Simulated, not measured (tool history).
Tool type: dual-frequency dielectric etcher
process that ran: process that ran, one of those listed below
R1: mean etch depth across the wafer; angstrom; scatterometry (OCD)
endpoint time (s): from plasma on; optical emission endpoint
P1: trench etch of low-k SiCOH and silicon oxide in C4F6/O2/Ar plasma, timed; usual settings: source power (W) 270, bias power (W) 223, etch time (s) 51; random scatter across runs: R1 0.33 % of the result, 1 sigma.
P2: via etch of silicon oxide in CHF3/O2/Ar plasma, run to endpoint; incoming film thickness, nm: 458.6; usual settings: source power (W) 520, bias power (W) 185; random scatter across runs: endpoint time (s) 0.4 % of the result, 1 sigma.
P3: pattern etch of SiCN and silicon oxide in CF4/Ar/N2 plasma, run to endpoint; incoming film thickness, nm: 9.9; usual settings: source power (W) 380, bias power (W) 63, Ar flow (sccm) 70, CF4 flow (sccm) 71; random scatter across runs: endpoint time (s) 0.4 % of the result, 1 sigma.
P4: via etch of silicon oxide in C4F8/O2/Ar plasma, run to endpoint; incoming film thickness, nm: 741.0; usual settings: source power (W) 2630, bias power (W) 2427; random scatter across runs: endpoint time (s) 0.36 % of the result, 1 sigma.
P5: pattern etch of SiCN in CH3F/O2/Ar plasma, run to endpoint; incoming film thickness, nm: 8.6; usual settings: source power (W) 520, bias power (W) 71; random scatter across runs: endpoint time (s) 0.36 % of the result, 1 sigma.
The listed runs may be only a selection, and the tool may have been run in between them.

run 1 hour=3.9 | process_that_ran=P1 source_power_(W)=270 bias_power_(W)=223 etch_time_(s)=51 | R1=1513.2
run 2 hour=6.8 | process_that_ran=P2 source_power_(W)=520 bias_power_(W)=126 | endpoint_time_(s)=273.53
run 3 hour=9.7 | process_that_ran=P1 source_power_(W)=270 bias_power_(W)=223 etch_time_(s)=51 | R1=1501.1
run 4 hour=13.2 | process_that_ran=P5 source_power_(W)=520 bias_power_(W)=71 | endpoint_time_(s)=20.41
-- hour=14.5 wet clean of the chamber
run 5 hour=15.4 | process_that_ran=P3 source_power_(W)=380 bias_power_(W)=63 Ar_flow_(sccm)=70 CF4_flow_(sccm)=71 | endpoint_time_(s)=13.097
run 6 hour=18.3 | process_that_ran=P1 source_power_(W)=270 bias_power_(W)=138 etch_time_(s)=51 | R1=1296.6
run 7 hour=20.9 | process_that_ran=P4 source_power_(W)=3720 bias_power_(W)=2427 | endpoint_time_(s)=104.46
run 8 hour=23 | process_that_ran=P1 source_power_(W)=270 bias_power_(W)=223 etch_time_(s)=51 | R1=1509.8
run 9 hour=26.6 | process_that_ran=P1 source_power_(W)=270 bias_power_(W)=223 etch_time_(s)=28 | R1=828.6
run 10 hour=30.8 | process_that_ran=P1 source_power_(W)=190 bias_power_(W)=223 etch_time_(s)=51 | R1=1319.3
run 11 hour=34.2 | process_that_ran=P1 source_power_(W)=270 bias_power_(W)=223 etch_time_(s)=66.5 | R1=1967.8
run 12 hour=36.6 | process_that_ran=P1 source_power_(W)=270 bias_power_(W)=223 etch_time_(s)=51 | R1=1505.5
run 13 hour=39.9 | process_that_ran=P1 source_power_(W)=170 bias_power_(W)=223 etch_time_(s)=71.5 | R1=1779.8
run 14 hour=44.3 | process_that_ran=P3 source_power_(W)=380 bias_power_(W)=39 Ar_flow_(sccm)=70 CF4_flow_(sccm)=71 | endpoint_time_(s)=15.103
run 15 hour=48.1 | process_that_ran=P4 source_power_(W)=2630 bias_power_(W)=2881 | endpoint_time_(s)=114.88
run 16 hour=51.3 | process_that_ran=P1 source_power_(W)=270 bias_power_(W)=223 etch_time_(s)=51 | R1=1507.3
run 17 hour=54.8 | process_that_ran=P4 source_power_(W)=2630 bias_power_(W)=2427 | endpoint_time_(s)=120.26
run 18 hour=59.2 | process_that_ran=P1 source_power_(W)=370 bias_power_(W)=223 etch_time_(s)=51 | R1=1698.3
run 19 hour=62.6 | process_that_ran=P3 source_power_(W)=540 bias_power_(W)=63 Ar_flow_(sccm)=70 CF4_flow_(sccm)=71 | endpoint_time_(s)=9.5677
run 20 hour=65.1 | process_that_ran=P1 source_power_(W)=270 bias_power_(W)=223 etch_time_(s)=51 | R1=1507
run 21 hour=67.2 | process_that_ran=P2 source_power_(W)=690 bias_power_(W)=185 | endpoint_time_(s)=216.14
run 22 hour=69.7 | process_that_ran=P1 source_power_(W)=270 bias_power_(W)=223 etch_time_(s)=51 | R1=1512.6
run 23 hour=73.9 | process_that_ran=P5 source_power_(W)=520 bias_power_(W)=71 | endpoint_time_(s)=20.444

Forecast run 24:
run 24 hour=77.4 | process_that_ran=P1 source_power_(W)=270 bias_power_(W)=280 etch_time_(s)=51 | R1=?

{"run 24": {"R1": 1643.4}}

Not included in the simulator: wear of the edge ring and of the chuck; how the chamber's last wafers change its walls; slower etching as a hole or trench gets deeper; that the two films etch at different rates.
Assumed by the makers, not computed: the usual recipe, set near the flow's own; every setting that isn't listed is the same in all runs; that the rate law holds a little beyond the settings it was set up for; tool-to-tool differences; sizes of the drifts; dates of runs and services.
